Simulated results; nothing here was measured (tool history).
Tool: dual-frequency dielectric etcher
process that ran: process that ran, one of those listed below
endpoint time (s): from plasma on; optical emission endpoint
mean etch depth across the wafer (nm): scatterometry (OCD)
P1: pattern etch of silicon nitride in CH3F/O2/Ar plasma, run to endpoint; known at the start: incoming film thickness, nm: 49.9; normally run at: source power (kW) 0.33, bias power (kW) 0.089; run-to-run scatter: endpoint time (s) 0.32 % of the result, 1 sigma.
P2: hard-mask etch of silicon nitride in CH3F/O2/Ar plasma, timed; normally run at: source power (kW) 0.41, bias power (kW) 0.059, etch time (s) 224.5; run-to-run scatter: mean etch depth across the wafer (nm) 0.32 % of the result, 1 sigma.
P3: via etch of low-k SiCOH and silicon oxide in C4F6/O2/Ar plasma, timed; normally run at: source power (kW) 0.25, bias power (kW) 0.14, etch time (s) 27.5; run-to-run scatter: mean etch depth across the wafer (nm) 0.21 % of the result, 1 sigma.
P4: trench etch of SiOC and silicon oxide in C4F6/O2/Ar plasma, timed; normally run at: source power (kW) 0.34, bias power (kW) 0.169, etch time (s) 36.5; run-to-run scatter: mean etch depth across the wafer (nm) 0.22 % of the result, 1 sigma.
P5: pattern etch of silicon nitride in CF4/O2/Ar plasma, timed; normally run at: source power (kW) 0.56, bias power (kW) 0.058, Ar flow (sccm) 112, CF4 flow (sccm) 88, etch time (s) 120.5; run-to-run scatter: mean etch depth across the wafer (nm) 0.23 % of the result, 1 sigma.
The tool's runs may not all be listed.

run	day	process that ran	source power (kW)	bias power (kW)	etch time (s)	Ar flow (sccm)	CF4 flow (sccm)	hours since the last wet clean	hours since the last source power generator calibration	hours since the last bias power generator calibration	endpoint time (s)	mean etch depth across the wafer (nm)
1	0.204	P1	0.33	0.089				197.7	210.5	1856.9	73.463	
2	0.342	P3	0.25	0.14	27.5			201	213.8	1860.2		51.95
3	0.533	P1	0.33	0.089				205.6	218.4	1864.8	73.495	
4	0.7	P4	0.34	0.235	36.5			209.6	222.4	1868.8		74.077
5	0.917	P1	0.33	0.061				214.8	227.6	1874	84.022	
6	1.158	P1	0.23	0.089				220.6	233.4	1879.8	83.888	
7	1.375	P4	0.34	0.169	50			225.8	238.6	1885		91.1
8	1.521	P1	0.33	0.089				229.3	242.1	1888.5	73.92	
9	1.788	P2	0.41	0.059	224.5			235.7	248.5	1894.9		146.27
10	2.033	P1	0.39	0.075				241.6	254.4	1900.8	73.294	
11	2.3	P5	0.79	0.058	120.5	112	88	248	260.8	1907.2		346.54
12	2.55	P1	0.45	0.122				254	266.8	1913.2	58.406	
13	2.817	P1	0.33	0.089				260.4	273.2	1919.6	73.528	
14	2.958	P2	0.27	0.059	224.5			263.8	276.6	1923		124.38
15	3.154	P5	0.56	0.058	155.5	112	88	268.5	281.3	1927.7		332.76
16	3.417	P2	0.41	0.048	224.5			274.8	287.6	1934		136.32
17	3.646	P3	0.25	0.093	27.5			280.3	293.1	1939.5		46.138
18	3.771	P5	0.56	0.058	120.5	112	88	283.3	296.1	1942.5		258.08
19	4.012	P2	0.41	0.059	224.5			289.1	301.9	1948.3		146.68
20	4.179	P5	0.56	0.041	120.5	112	88	293.1	305.9	1952.3		225.32
21	4.379	P4	0.34	0.169	36.5			297.9	310.7	1957.1		66.403
22	4.658	P4	0.27	0.169	36.5			304.6	317.4	1963.8		60.551
23	4.854	P1	0.33	0.116				309.3	322.1	1968.5	66.581	
24	4.996	P3	0.25	0.14	34.5			312.7	325.5	1971.9		65.135
25	5.217	P1	0.46	0.089				318	330.8	1977.2	64.538	
26	5.467	P1	0.33	0.089				324	336.8	1983.2	73.451	
27	5.742	P3	0.33	0.14	27.5			330.6	343.4	1989.8		58.218
28	5.975	P5	0.56	0.058	120.5	112	55	336.2	349	1995.4		242.93
29	6.117	P2	0.41	0.059	126.5			339.6	352.4	1998.8		82.794
30	6.354	P5	0.56	0.058	120.5	155	88	345.3	358.1	2004.5		246.58
31	6.588	P1	0.33	0.089				350.9	363.7	2010.1	73.216	
32	6.788	P1	0.33	0.089				355.7	368.5	2014.9	73.215	
33	6.946	P1	0.33	0.089				359.5	372.3	2018.7	72.828	
34	7.196	P1	0.33	0.089				365.5	378.3	2024.7	72.587	
35	7.338	P1	0.33	0.089				368.9	381.7	2028.1	72.677	
36	7.5	P1	0.33	0.089				372.8	385.6	2032	72.555	
# day 7.617: wet clean of the chamber
37	7.775	P1	0.33	0.089				3.9	392.2	2038.6	72.165	
38	8.029	P1	0.33	0.089				10	398.3	2044.7	72.269	
39	8.238	P1	0.33	0.089				15	403.3	2049.7	72.359	
40	8.467	P1	0.33	0.089				20.5	408.8	2055.2	72.385	
41	8.742	P1	0.33	0.089				27.1	415.4	2061.8	72.328	
42	8.95	P1	0.33	0.089				32.1	420.4	2066.8	72.214	

What P1 gives has crept away from where it was. These 2 causes fit the log equally well, each at the size given:
A: bias power that arrives over what is set, % = 4.86
B: source power that arrives over what is set, % = 4.75
The creep began at about day 6.588.
Why every other cause is out:
chamber walls in a state that raises the etch rate, %: serviced at day 7.617, which brought nothing back

4 check runs are offered, one wafer each, their results left as question marks. Which one tells the causes apart?
check 1	9.158	P3	0.3	0.14	32.5							?
check 2	9.158	P5	0.56	0.058	120.5	112	63					?
check 3	9.158	P2	0.41	0.048	155							?
check 4	9.158	P4	0.34	0.23	45							?

What each check would give under each cause:
check	result	if A	if B
check 1	mean etch depth across the wafer (nm)	66.967	67.214
check 2	mean etch depth across the wafer (nm)	251.27	256.41
check 3	mean etch depth across the wafer (nm)	95.925	96.248
check 4	mean etch depth across the wafer (nm)	92.066	92.224
How far apart the two closest causes lie, in the result that separates them most: check 1 0.37 %; check 2 2.03 %; check 3 0.34 %; check 4 0.17 %
Only check 2 tells the causes apart: in the others they would give nearly the same result.

Check 2 was then run and gave: mean etch depth across the wafer (nm) 251.93. Which cause is it?

It is A: bias power that arrives over what is set, %.
